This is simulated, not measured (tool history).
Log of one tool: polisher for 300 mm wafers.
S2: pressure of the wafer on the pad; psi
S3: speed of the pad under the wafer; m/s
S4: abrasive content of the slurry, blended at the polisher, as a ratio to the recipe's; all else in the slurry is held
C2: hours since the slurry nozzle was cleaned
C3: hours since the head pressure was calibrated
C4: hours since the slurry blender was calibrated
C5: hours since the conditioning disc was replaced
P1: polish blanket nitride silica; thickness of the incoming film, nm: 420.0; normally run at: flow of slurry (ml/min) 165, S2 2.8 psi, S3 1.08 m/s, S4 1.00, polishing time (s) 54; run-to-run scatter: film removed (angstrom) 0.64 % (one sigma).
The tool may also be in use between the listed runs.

{"run": 1, "hour": 10.8, "flow of slurry (ml/min)": 165, "S2": 2.8, "S3": 1.08, "S4": 1.0, "polishing time (s)": 54, "wafers polished on this pad": 479, "C2": 347.5, "C3": 960.4, "C4": 183.4, "C5": 147.7, "film removed (angstrom)": 244.59}
{"run": 2, "hour": 20.7, "flow of slurry (ml/min)": 165, "S2": 2.8, "S3": 1.08, "S4": 1.0, "polishing time (s)": 54, "wafers polished on this pad": 570, "C2": 357.4, "C3": 970.3, "C4": 193.3, "C5": 157.6, "film removed (angstrom)": 244.56}
{"run": 3, "hour": 29.9, "flow of slurry (ml/min)": 165, "S2": 2.8, "S3": 1.08, "S4": 1.0, "polishing time (s)": 27, "wafers polished on this pad": 655, "C2": 366.6, "C3": 979.5, "C4": 202.5, "C5": 166.8, "film removed (angstrom)": 121.79}
{"run": 4, "hour": 43.5, "flow of slurry (ml/min)": 165, "S2": 2.8, "S3": 1.08, "S4": 1.35, "polishing time (s)": 54, "wafers polished on this pad": 780, "C2": 380.2, "C3": 993.1, "C4": 216.1, "C5": 180.4, "film removed (angstrom)": 280.31}
{"run": 5, "hour": 53.0, "flow of slurry (ml/min)": 235, "S2": 2.8, "S3": 1.08, "S4": 1.0, "polishing time (s)": 54, "wafers polished on this pad": 867, "C2": 389.7, "C3": 1002.6, "C4": 225.6, "C5": 189.9, "film removed (angstrom)": 257.99}
{"run": 6, "hour": 59.7, "flow of slurry (ml/min)": 105, "S2": 2.8, "S3": 1.08, "S4": 1.0, "polishing time (s)": 54, "wafers polished on this pad": 928, "C2": 396.4, "C3": 1009.3, "C4": 232.3, "C5": 196.6, "film removed (angstrom)": 224.36}
{"run": 7, "hour": 68.5, "flow of slurry (ml/min)": 165, "S2": 2.8, "S3": 1.08, "S4": 1.0, "polishing time (s)": 85, "wafers polished on this pad": 1009, "C2": 405.2, "C3": 1018.1, "C4": 241.1, "C5": 205.4, "film removed (angstrom)": 381.45}
{"run": 8, "hour": 83.1, "flow of slurry (ml/min)": 165, "S2": 2.8, "S3": 1.08, "S4": 1.0, "polishing time (s)": 54, "wafers polished on this pad": 1143, "C2": 419.8, "C3": 1032.7, "C4": 255.7, "C5": 220.0, "film removed (angstrom)": 244.49}
{"run": 9, "hour": 97.6, "flow of slurry (ml/min)": 165, "S2": 2.8, "S3": 1.08, "S4": 0.5, "polishing time (s)": 54, "wafers polished on this pad": 1277, "C2": 434.3, "C3": 1047.2, "C4": 270.2, "C5": 234.5, "film removed (angstrom)": 168.03}
{"run": 10, "hour": 108.0, "flow of slurry (ml/min)": 165, "S2": 2.8, "S3": 1.08, "S4": 1.0, "polishing time (s)": 54, "wafers polished on this pad": 1372, "C2": 444.7, "C3": 1057.6, "C4": 280.6, "C5": 244.9, "film removed (angstrom)": 245.46}
{"run": 11, "hour": 117.4, "flow of slurry (ml/min)": 165, "S2": 2.8, "S3": 0.54, "S4": 1.0, "polishing time (s)": 54, "wafers polished on this pad": 1459, "C2": 454.1, "C3": 1067.0, "C4": 290.0, "C5": 254.3, "film removed (angstrom)": 141.67}
{"run": 12, "hour": 131.2, "flow of slurry (ml/min)": 165, "S2": 2.8, "S3": 1.08, "S4": 1.0, "polishing time (s)": 54, "wafers polished on this pad": 1585, "C2": 467.9, "C3": 1080.8, "C4": 303.8, "C5": 268.1, "film removed (angstrom)": 245.54}
{"run": 13, "hour": 142.4, "flow of slurry (ml/min)": 165, "S2": 2.8, "S3": 1.08, "S4": 1.0, "polishing time (s)": 54, "wafers polished on this pad": 1688, "C2": 479.1, "C3": 1092.0, "C4": 315.0, "C5": 279.3, "film removed (angstrom)": 243.27}
{"run": 14, "hour": 151.8, "flow of slurry (ml/min)": 165, "S2": 2.8, "S3": 0.8, "S4": 0.6, "polishing time (s)": 54, "wafers polished on this pad": 1775, "C2": 488.5, "C3": 1101.4, "C4": 324.4, "C5": 288.7, "film removed (angstrom)": 146.12}
{"run": 15, "hour": 160.4, "flow of slurry (ml/min)": 165, "S2": 3.5, "S3": 1.08, "S4": 1.0, "polishing time (s)": 54, "wafers polished on this pad": 1854, "C2": 497.1, "C3": 1110.0, "C4": 333.0, "C5": 297.3, "film removed (angstrom)": 308.92}
{"run": 16, "hour": 171.7, "flow of slurry (ml/min)": 165, "S2": 2.8, "S3": 1.08, "S4": 1.0, "polishing time (s)": 54, "wafers polished on this pad": 1958, "C2": 508.4, "C3": 1121.3, "C4": 344.3, "C5": 308.6, "film removed (angstrom)": 245.14}

The next listed run, before its measurement:
{"run": 17, "hour": 181.1, "flow of slurry (ml/min)": 165, "S2": 4.2, "S3": 1.6, "S4": 1.0, "polishing time (s)": 54, "wafers polished on this pad": 2044, "C2": 517.8, "C3": 1130.7, "C4": 353.7, "C5": 318.0, "film removed (angstrom)": "?"}

Run 17 gave film removed (angstrom) 508.37.
